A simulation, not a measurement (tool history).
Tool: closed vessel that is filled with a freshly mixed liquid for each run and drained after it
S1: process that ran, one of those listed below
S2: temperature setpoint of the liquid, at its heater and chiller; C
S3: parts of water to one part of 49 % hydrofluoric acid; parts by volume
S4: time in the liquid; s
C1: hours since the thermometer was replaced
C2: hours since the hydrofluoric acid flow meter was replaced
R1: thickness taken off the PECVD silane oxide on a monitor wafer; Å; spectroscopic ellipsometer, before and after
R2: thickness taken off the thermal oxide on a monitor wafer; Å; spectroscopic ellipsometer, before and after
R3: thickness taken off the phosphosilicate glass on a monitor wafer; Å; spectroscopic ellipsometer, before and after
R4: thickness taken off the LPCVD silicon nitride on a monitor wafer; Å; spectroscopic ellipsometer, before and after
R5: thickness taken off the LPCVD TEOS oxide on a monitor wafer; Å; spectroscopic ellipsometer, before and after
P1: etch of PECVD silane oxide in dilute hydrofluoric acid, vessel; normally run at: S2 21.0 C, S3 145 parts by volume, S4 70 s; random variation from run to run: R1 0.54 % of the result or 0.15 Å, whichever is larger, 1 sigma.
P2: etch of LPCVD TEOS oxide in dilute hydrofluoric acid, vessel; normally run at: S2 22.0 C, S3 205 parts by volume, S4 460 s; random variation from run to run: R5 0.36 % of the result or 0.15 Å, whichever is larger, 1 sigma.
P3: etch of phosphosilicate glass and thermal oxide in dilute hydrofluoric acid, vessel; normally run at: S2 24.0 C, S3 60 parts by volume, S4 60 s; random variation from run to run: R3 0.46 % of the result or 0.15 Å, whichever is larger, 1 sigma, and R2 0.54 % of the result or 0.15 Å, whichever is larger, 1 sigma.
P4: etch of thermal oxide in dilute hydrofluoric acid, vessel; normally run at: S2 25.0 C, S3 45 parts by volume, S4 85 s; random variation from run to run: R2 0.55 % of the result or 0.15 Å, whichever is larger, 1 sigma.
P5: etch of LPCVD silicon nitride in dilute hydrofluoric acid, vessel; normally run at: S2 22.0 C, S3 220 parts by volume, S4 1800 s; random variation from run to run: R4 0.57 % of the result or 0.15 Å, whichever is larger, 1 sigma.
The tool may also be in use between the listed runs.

Run 1, hour 8.0: S1 P1, S2 21.0 C, S3 145 parts by volume, S4 70 s; C1 1960.3; C2 564.9. Result: R1 83.396 Å.
Run 2, hour 18.3: S1 P1, S2 29.0 C, S3 145 parts by volume, S4 70 s; C1 1970.6; C2 575.2. Result: R1 113.430 Å.
Run 3, hour 26.4: S1 P4, S2 25.0 C, S3 45 parts by volume, S4 85 s; C1 1978.7; C2 583.3. Result: R2 99.953 Å.
Run 4, hour 36.3: S1 P4, S2 28.5 C, S3 45 parts by volume, S4 85 s; C1 1988.6; C2 593.2. Result: R2 114.920 Å.
Run 5, hour 46.3: S1 P3, S2 24.0 C, S3 110 parts by volume, S4 60 s; C1 1998.6; C2 603.2. Result: R2 25.170 Å, R3 451.43 Å.
Run 6, hour 58.8: S1 P5, S2 17.0 C, S3 220 parts by volume, S4 1800 s; C1 2011.1; C2 615.7. Result: R4 25.636 Å.
Run 7, hour 66.5: S1 P5, S2 22.0 C, S3 220 parts by volume, S4 250 s; C1 2018.8; C2 623.4. Result: R4 5.045 Å.
Run 8, hour 79.3: S1 P1, S2 21.0 C, S3 35 parts by volume, S4 70 s; C1 2031.6; C2 636.2. Result: R1 388.610 Å.
Run 9, hour 90.9: S1 P3, S2 24.0 C, S3 60 parts by volume, S4 60 s; C1 2043.2; C2 647.8. Result: R2 48.588 Å, R3 873.83 Å.
Run 10, hour 100.3: S1 P2, S2 22.0 C, S3 335 parts by volume, S4 460 s; C1 2052.6; C2 657.2. Result: R5 170.74 Å.
Run 11, hour 107.0: S1 P4, S2 25.0 C, S3 45 parts by volume, S4 85 s; C1 2059.3; C2 663.9. Result: R2 100.200 Å.
Run 12, hour 115.6: S1 P5, S2 22.0 C, S3 395 parts by volume, S4 1800 s; C1 2067.9; C2 672.5. Result: R4 20.122 Å.
Run 13, hour 122.1: S1 P1, S2 21.0 C, S3 145 parts by volume, S4 70 s; C1 2074.4; C2 679.0. Result: R1 82.342 Å.
Run 14, hour 129.7: S1 P1, S2 21.0 C, S3 145 parts by volume, S4 70 s; C1 2082.0; C2 686.6. Result: R1 83.149 Å.
Run 15, hour 138.2: S1 P1, S2 17.0 C, S3 145 parts by volume, S4 135 s; C1 2090.5; C2 695.1. Result: R1 135.680 Å.
Run 16, hour 151.2: S1 P1, S2 21.0 C, S3 145 parts by volume, S4 30 s; C1 2103.5; C2 708.1. Result: R1 35.718 Å.
Run 17, hour 162.4: S1 P2, S2 22.0 C, S3 205 parts by volume, S4 460 s; C1 2114.7; C2 719.3. Result: R5 317.37 Å.
Run 18, hour 169.3: S1 P1, S2 21.0 C, S3 145 parts by volume, S4 70 s; C1 2121.6; C2 726.2. Result: R1 83.220 Å.
Run 19, hour 178.7: S1 P4, S2 25.0 C, S3 45 parts by volume, S4 135 s; C1 2131.0; C2 735.6. Result: R2 157.510 Å.
Run 20, hour 189.4: S1 P1, S2 21.0 C, S3 145 parts by volume, S4 130 s; C1 2141.7; C2 746.3. Result: R1 153.460 Å.
Run 21, hour 199.5: S1 P2, S2 22.0 C, S3 205 parts by volume, S4 460 s; C1 2151.8; C2 756.4. Result: R5 316.92 Å.

The next listed run, before its measurement:
Run 22, hour 209.1: S1 P1, S2 21.0 C, S3 235 parts by volume, S4 70 s; C1 2161.4; C2 766.0. Result: R1 ?.

R1: 46.569 Å
